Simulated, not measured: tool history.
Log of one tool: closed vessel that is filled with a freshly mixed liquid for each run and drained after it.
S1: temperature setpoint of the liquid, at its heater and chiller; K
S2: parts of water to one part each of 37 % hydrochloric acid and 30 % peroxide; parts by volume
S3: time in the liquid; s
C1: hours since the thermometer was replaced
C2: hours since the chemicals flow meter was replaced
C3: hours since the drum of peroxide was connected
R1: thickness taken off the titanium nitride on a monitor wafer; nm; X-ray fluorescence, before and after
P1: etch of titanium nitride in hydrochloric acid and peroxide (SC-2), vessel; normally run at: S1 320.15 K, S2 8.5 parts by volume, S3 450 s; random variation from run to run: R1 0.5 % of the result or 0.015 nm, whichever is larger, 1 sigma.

Run 1, hour 13.5: S1 320.15 K, S2 8.5 parts by volume, S3 450 s; C1 812.0; C2 365.9; C3 78.8. Result: R1 6.1029 nm.
Run 2, hour 29.9: S1 320.15 K, S2 4.0 parts by volume, S3 450 s; C1 828.4; C2 382.3; C3 95.2. Result: R1 10.6410 nm.
Run 3, hour 38.2: S1 320.15 K, S2 8.5 parts by volume, S3 450 s; C1 836.7; C2 390.6; C3 103.5. Result: R1 6.0982 nm.
Run 4, hour 47.9: S1 320.15 K, S2 8.5 parts by volume, S3 665 s; C1 846.4; C2 400.3; C3 113.2. Result: R1 9.1267 nm.
Run 5, hour 56.2: S1 308.65 K, S2 4.0 parts by volume, S3 450 s; C1 854.7; C2 408.6; C3 121.5. Result: R1 4.8241 nm.
Run 6, hour 65.4: S1 320.15 K, S2 15.0 parts by volume, S3 450 s; C1 863.9; C2 417.8; C3 130.7. Result: R1 3.7877 nm.
Run 7, hour 73.5: S1 308.15 K, S2 8.5 parts by volume, S3 450 s; C1 872.0; C2 425.9; C3 138.8. Result: R1 2.6265 nm.
Run 8, hour 84.3: S1 320.15 K, S2 8.5 parts by volume, S3 150 s; C1 882.8; C2 436.7; C3 149.6. Result: R1 2.0102 nm.
Run 9, hour 92.9: S1 320.15 K, S2 8.5 parts by volume, S3 450 s; C1 891.4; C2 445.3; C3 158.2. Result: R1 6.0990 nm.
At hour 93.5: new drum of peroxide connected.
Run 10, hour 108.3: S1 320.15 K, S2 8.5 parts by volume, S3 450 s; C1 906.8; C2 460.7; C3 14.8. Result: R1 6.1010 nm.
Run 11, hour 117.7: S1 333.15 K, S2 8.5 parts by volume, S3 450 s; C1 916.2; C2 470.1; C3 24.2. Result: R1 14.2430 nm.
Run 12, hour 126.2: S1 320.15 K, S2 8.5 parts by volume, S3 450 s; C1 924.7; C2 478.6; C3 32.7. Result: R1 6.1139 nm.
Run 13, hour 134.4: S1 320.15 K, S2 8.5 parts by volume, S3 450 s; C1 932.9; C2 486.8; C3 40.9. Result: R1 6.0145 nm.
Run 14, hour 147.2: S1 320.15 K, S2 8.5 parts by volume, S3 450 s; C1 945.7; C2 499.6; C3 53.7. Result: R1 5.8391 nm.
Run 15, hour 155.8: S1 320.15 K, S2 8.5 parts by volume, S3 450 s; C1 954.3; C2 508.2; C3 62.3. Result: R1 5.8301 nm.
Run 16, hour 168.5: S1 320.15 K, S2 8.5 parts by volume, S3 450 s; C1 967.0; C2 520.9; C3 75.0. Result: R1 5.8044 nm.
Run 17, hour 178.8: S1 320.15 K, S2 8.5 parts by volume, S3 450 s; C1 977.3; C2 531.2; C3 85.3. Result: R1 5.7092 nm.
Run 18, hour 190.2: S1 320.15 K, S2 8.5 parts by volume, S3 450 s; C1 988.7; C2 542.6; C3 96.7. Result: R1 5.6926 nm.
Run 19, hour 207.4: S1 320.15 K, S2 8.5 parts by volume, S3 450 s; C1 1005.9; C2 559.8; C3 113.9. Result: R1 5.6233 nm.
At hour 221.4: new drum of peroxide connected.
Run 20, hour 224.3: S1 320.15 K, S2 8.5 parts by volume, S3 450 s; C1 1022.8; C2 576.7; C3 2.9. Result: R1 5.6547 nm.
Run 21, hour 237.1: S1 320.15 K, S2 8.5 parts by volume, S3 450 s; C1 1035.6; C2 589.5; C3 15.7. Result: R1 5.5847 nm.
Run 22, hour 247.9: S1 320.15 K, S2 8.5 parts by volume, S3 450 s; C1 1046.4; C2 600.3; C3 26.5. Result: R1 5.6146 nm.
Run 23, hour 260.9: S1 320.15 K, S2 8.5 parts by volume, S3 450 s; C1 1059.4; C2 613.3; C3 39.5. Result: R1 5.6014 nm.

What P1 gives has crept away from where it was. These 2 causes fit the log equally well, each at the size given:
A: liquid colder than its thermometer reads (K) = 1.16
B: chemicals flow below the setpoint (%) = 9.18
The creep began at about hour 126.2.
Why every other cause is out:
peroxide weaker than its label (%): serviced at hour 221.4, which brought nothing back

4 check runs are offered, each on 5 wafers whose results are averaged, their results left as question marks. Which one tells the causes apart?
Run check 1, hour 273.9: S1 313.65 K, S2 8.5 parts by volume, S3 450 s. Result: R1 ?.
Run check 2, hour 273.9: S1 320.15 K, S2 13.5 parts by volume, S3 615 s. Result: R1 ?.
Run check 3, hour 273.9: S1 308.15 K, S2 4.0 parts by volume, S3 450 s. Result: R1 ?.
Run check 4, hour 273.9: S1 330.65 K, S2 8.5 parts by volume, S3 195 s. Result: R1 ?.

What each check would give under each cause:
  check  result    if A    if B
check 1      R1  3.5808  3.5943
check 2      R1  5.2201  5.1925
check 3      R1  4.2039  4.2897
check 4      R1  4.8986  4.8766
How far apart the two closest causes lie, in the result that separates them most: check 1 0.38 %; check 2 0.53 %; check 3 2.02 %; check 4 0.45 %
Check 3 tells the causes apart: in the others they would give nearly the same result.

Check 3 was then run and gave: R1 4.2024 nm. Which cause is it?

It is A: liquid colder than its thermometer reads (K).
